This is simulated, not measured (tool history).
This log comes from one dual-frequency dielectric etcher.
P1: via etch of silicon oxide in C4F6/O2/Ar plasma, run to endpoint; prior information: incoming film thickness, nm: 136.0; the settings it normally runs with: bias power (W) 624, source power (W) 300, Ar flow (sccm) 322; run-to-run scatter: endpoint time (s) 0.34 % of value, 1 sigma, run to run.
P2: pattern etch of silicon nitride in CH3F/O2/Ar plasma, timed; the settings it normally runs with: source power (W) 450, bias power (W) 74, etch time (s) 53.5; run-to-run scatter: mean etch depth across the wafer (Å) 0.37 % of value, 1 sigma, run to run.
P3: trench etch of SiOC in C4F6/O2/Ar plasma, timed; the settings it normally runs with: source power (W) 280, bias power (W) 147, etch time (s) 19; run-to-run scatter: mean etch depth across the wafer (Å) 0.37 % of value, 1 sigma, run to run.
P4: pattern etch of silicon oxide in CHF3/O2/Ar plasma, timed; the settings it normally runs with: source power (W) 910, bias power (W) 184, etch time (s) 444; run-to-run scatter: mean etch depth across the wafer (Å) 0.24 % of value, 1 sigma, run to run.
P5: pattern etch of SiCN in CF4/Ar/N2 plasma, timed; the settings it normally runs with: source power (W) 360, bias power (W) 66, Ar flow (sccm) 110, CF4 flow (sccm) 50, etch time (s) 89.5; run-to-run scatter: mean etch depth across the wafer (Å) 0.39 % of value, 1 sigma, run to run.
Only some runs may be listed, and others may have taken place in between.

run,hour,process that ran,bias power (W),source power (W),Ar flow (sccm),etch time (s),CF4 flow (sccm),endpoint time (s),mean etch depth across the wafer (Å)
1,7.4,P1,624,300,322,,,31.341,
2,15.2,P1,738,300,322,,,29.312,
3,20.6,P1,786,300,412,,,29.471,
4,29.1,P1,624,300,322,,,31.293,
5,34,P2,52,450,,53.5,,,348.03
6,39,P1,624,300,322,,,31.451,
7,46.3,P5,66,360,147,89.5,50,,556.76
8,51.1,P5,66,280,110,89.5,50,,469.12
9,55.4,P4,184,910,,295,,,6848.4
10,59.5,P4,184,910,,444,,,10277
11,64,P5,66,360,110,63.5,50,,411.52
12,71.6,P1,407,300,322,,,36.957,
13,78.2,P1,624,300,388,,,32.053,
14,84.1,P3,147,280,,25.5,,,437.37
15,92.5,P4,184,910,,444,,,10220
16,97.4,P3,147,390,,19,,,377.23
17,102.6,P1,624,300,322,,,31.487,
18,111.8,P2,74,540,,53.5,,,420.98
19,119.1,P1,624,210,322,,,35.681,
20,128.2,P5,66,360,110,89.5,71,,617.7
21,134.8,P2,74,450,,53.5,,,390.63
22,141.3,P2,74,450,,29.5,,,217.21
23,145.5,P1,624,300,322,,,31.318,
24,153.8,P5,90,360,110,89.5,50,,655.31
25,161.4,P4,184,1190,,444,,,11442
26,166.5,P4,150,910,,444,,,9653.8
27,175.5,P1,624,300,230,,,30.262,
28,180.5,P3,147,280,,19,,,328.31
29,184.7,P1,476,300,376,,,35.419,
30,190.9,P3,90,280,,19,,,284.92
31,194.9,P1,624,400,322,,,28.143,
32,200.4,P5,66,360,110,89.5,50,,582.39
33,205.6,P1,505,180,322,,,41.216,
34,213.6,P1,624,300,322,,,31.446,
35,219.7,P1,624,300,322,,,31.601,
36,224.2,P1,624,300,322,,,31.549,
37,228.8,P1,624,300,322,,,31.744,
38,237.9,P1,624,300,322,,,31.629,
# hour 240.8: wet clean of the chamber
# hour 244.8: Ar flow controller replaced
39,245.8,P1,624,300,322,,,31.843,

Run 40 is up next; what results do you expect?
40,253.2,P1,624,300,322,,,?,

For run 40 the tool returned endpoint time (s) 31.936.
